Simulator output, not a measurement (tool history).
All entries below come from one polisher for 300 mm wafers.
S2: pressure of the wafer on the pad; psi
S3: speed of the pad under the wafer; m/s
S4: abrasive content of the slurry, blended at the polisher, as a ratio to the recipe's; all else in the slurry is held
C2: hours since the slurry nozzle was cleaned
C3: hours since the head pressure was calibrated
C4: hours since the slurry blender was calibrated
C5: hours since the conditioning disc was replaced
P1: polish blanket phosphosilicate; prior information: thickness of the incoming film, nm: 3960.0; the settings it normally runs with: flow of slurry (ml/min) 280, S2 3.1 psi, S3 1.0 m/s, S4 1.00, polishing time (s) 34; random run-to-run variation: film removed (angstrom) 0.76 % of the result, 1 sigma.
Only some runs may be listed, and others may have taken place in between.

Run 1, day 0.167: flow of slurry (ml/min) 280, S2 3.1 psi, S3 1.0 m/s, S4 1.00, polishing time (s) 34; wafers polished on this pad 182; C2 476.0; C3 313.5; C4 367.2; C5 48.8. Result: film removed (angstrom) 3405.5.
Run 2, day 0.262: flow of slurry (ml/min) 280, S2 3.1 psi, S3 1.0 m/s, S4 1.45, polishing time (s) 34; wafers polished on this pad 214; C2 478.3; C3 315.8; C4 369.5; C5 51.1. Result: film removed (angstrom) 3954.9.
Run 3, day 0.383: flow of slurry (ml/min) 280, S2 3.1 psi, S3 1.0 m/s, S4 1.00, polishing time (s) 15; wafers polished on this pad 255; C2 481.2; C3 318.7; C4 372.4; C5 54.0. Result: film removed (angstrom) 1507.9.
Run 4, day 0.467: flow of slurry (ml/min) 170, S2 3.1 psi, S3 1.0 m/s, S4 1.00, polishing time (s) 34; wafers polished on this pad 284; C2 483.2; C3 320.7; C4 374.4; C5 56.0. Result: film removed (angstrom) 3208.0.
Run 5, day 0.562: flow of slurry (ml/min) 280, S2 3.1 psi, S3 1.0 m/s, S4 0.50, polishing time (s) 34; wafers polished on this pad 316; C2 485.5; C3 323.0; C4 376.7; C5 58.3. Result: film removed (angstrom) 2321.3.
Run 6, day 0.700: flow of slurry (ml/min) 280, S2 3.1 psi, S3 1.0 m/s, S4 1.00, polishing time (s) 34; wafers polished on this pad 363; C2 488.8; C3 326.3; C4 380.0; C5 61.6. Result: film removed (angstrom) 3444.8.
Run 7, day 0.879: flow of slurry (ml/min) 280, S2 3.1 psi, S3 1.5 m/s, S4 1.00, polishing time (s) 34; wafers polished on this pad 424; C2 493.1; C3 330.6; C4 384.3; C5 65.9. Result: film removed (angstrom) 4778.0.
Run 8, day 0.983: flow of slurry (ml/min) 280, S2 3.1 psi, S3 1.0 m/s, S4 1.00, polishing time (s) 53; wafers polished on this pad 459; C2 495.6; C3 333.1; C4 386.8; C5 68.4. Result: film removed (angstrom) 5354.2.
Run 9, day 1.112: flow of slurry (ml/min) 280, S2 3.1 psi, S3 1.0 m/s, S4 1.00, polishing time (s) 34; wafers polished on this pad 503; C2 498.7; C3 336.2; C4 389.9; C5 71.5. Result: film removed (angstrom) 3368.6.
Run 10, day 1.242: flow of slurry (ml/min) 280, S2 3.1 psi, S3 1.0 m/s, S4 1.00, polishing time (s) 34; wafers polished on this pad 547; C2 501.8; C3 339.3; C4 393.0; C5 74.6. Result: film removed (angstrom) 3373.0.
Run 11, day 1.400: flow of slurry (ml/min) 280, S2 3.1 psi, S3 1.0 m/s, S4 1.00, polishing time (s) 34; wafers polished on this pad 601; C2 505.6; C3 343.1; C4 396.8; C5 78.4. Result: film removed (angstrom) 3401.9.
Run 12, day 1.500: flow of slurry (ml/min) 280, S2 2.2 psi, S3 1.0 m/s, S4 1.40, polishing time (s) 34; wafers polished on this pad 635; C2 508.0; C3 345.5; C4 399.2; C5 80.8. Result: film removed (angstrom) 2813.4.
At day 1.538: conditioning disc replaced and pad reconditioned.
Run 13, day 1.608: flow of slurry (ml/min) 280, S2 1.9 psi, S3 1.0 m/s, S4 1.00, polishing time (s) 34; wafers polished on this pad 672; C2 510.6; C3 348.1; C4 401.8; C5 1.8. Result: film removed (angstrom) 2099.1.
Run 14, day 1.754: flow of slurry (ml/min) 280, S2 3.1 psi, S3 0.5 m/s, S4 1.00, polishing time (s) 34; wafers polished on this pad 721; C2 514.1; C3 351.6; C4 405.3; C5 5.3. Result: film removed (angstrom) 1992.6.
Run 15, day 1.942: flow of slurry (ml/min) 445, S2 3.1 psi, S3 1.0 m/s, S4 1.00, polishing time (s) 34; wafers polished on this pad 785; C2 518.6; C3 356.1; C4 409.8; C5 9.8. Result: film removed (angstrom) 3562.5.
Run 16, day 2.100: flow of slurry (ml/min) 280, S2 4.5 psi, S3 1.0 m/s, S4 1.00, polishing time (s) 34; wafers polished on this pad 839; C2 522.4; C3 359.9; C4 413.6; C5 13.6. Result: film removed (angstrom) 4933.7.
Run 17, day 2.200: flow of slurry (ml/min) 280, S2 3.1 psi, S3 1.0 m/s, S4 1.00, polishing time (s) 34; wafers polished on this pad 873; C2 524.8; C3 362.3; C4 416.0; C5 16.0. Result: film removed (angstrom) 3371.4.
Run 18, day 2.333: flow of slurry (ml/min) 280, S2 3.1 psi, S3 1.0 m/s, S4 1.00, polishing time (s) 34; wafers polished on this pad 918; C2 528.0; C3 365.5; C4 419.2; C5 19.2. Result: film removed (angstrom) 3420.0.
Run 19, day 2.488: flow of slurry (ml/min) 280, S2 3.1 psi, S3 1.0 m/s, S4 1.00, polishing time (s) 34; wafers polished on this pad 971; C2 531.7; C3 369.2; C4 422.9; C5 22.9. Result: film removed (angstrom) 3333.9.
Run 20, day 2.612: flow of slurry (ml/min) 280, S2 3.1 psi, S3 1.0 m/s, S4 1.00, polishing time (s) 34; wafers polished on this pad 1013; C2 534.7; C3 372.2; C4 425.9; C5 25.9. Result: film removed (angstrom) 3199.5.
Run 21, day 2.754: flow of slurry (ml/min) 280, S2 3.1 psi, S3 1.0 m/s, S4 1.00, polishing time (s) 34; wafers polished on this pad 1062; C2 538.1; C3 375.6; C4 429.3; C5 29.3. Result: film removed (angstrom) 3166.1.
Run 22, day 2.925: flow of slurry (ml/min) 280, S2 3.1 psi, S3 1.0 m/s, S4 1.00, polishing time (s) 34; wafers polished on this pad 1120; C2 542.2; C3 379.7; C4 433.4; C5 33.4. Result: film removed (angstrom) 3149.1.
At day 3.058: conditioning disc replaced and pad reconditioned.
Run 23, day 3.092: flow of slurry (ml/min) 280, S2 3.1 psi, S3 1.0 m/s, S4 1.00, polishing time (s) 34; wafers polished on this pad 1176; C2 546.2; C3 383.7; C4 437.4; C5 0.9. Result: film removed (angstrom) 3107.1.
Run 24, day 3.275: flow of slurry (ml/min) 280, S2 3.1 psi, S3 1.0 m/s, S4 1.00, polishing time (s) 34; wafers polished on this pad 1239; C2 550.6; C3 388.1; C4 441.8; C5 5.3. Result: film removed (angstrom) 3036.8.
At day 3.283: slurry nozzle cleaned.
Run 25, day 3.392: flow of slurry (ml/min) 280, S2 3.1 psi, S3 1.0 m/s, S4 1.00, polishing time (s) 34; wafers polished on this pad 1278; C2 2.6; C3 390.9; C4 444.6; C5 8.1. Result: film removed (angstrom) 3046.0.

What will run 26 give?
At day 3.558: head pressure recalibrated.
Run 26, day 3.575: flow of slurry (ml/min) 280, S2 3.1 psi, S3 1.0 m/s, S4 1.00, polishing time (s) 34; wafers polished on this pad 1341; C2 7.0; C3 0.5; C4 449.0; C5 12.5. Result: film removed (angstrom) ?.

Run 26 produced film removed (angstrom) 3062.9.

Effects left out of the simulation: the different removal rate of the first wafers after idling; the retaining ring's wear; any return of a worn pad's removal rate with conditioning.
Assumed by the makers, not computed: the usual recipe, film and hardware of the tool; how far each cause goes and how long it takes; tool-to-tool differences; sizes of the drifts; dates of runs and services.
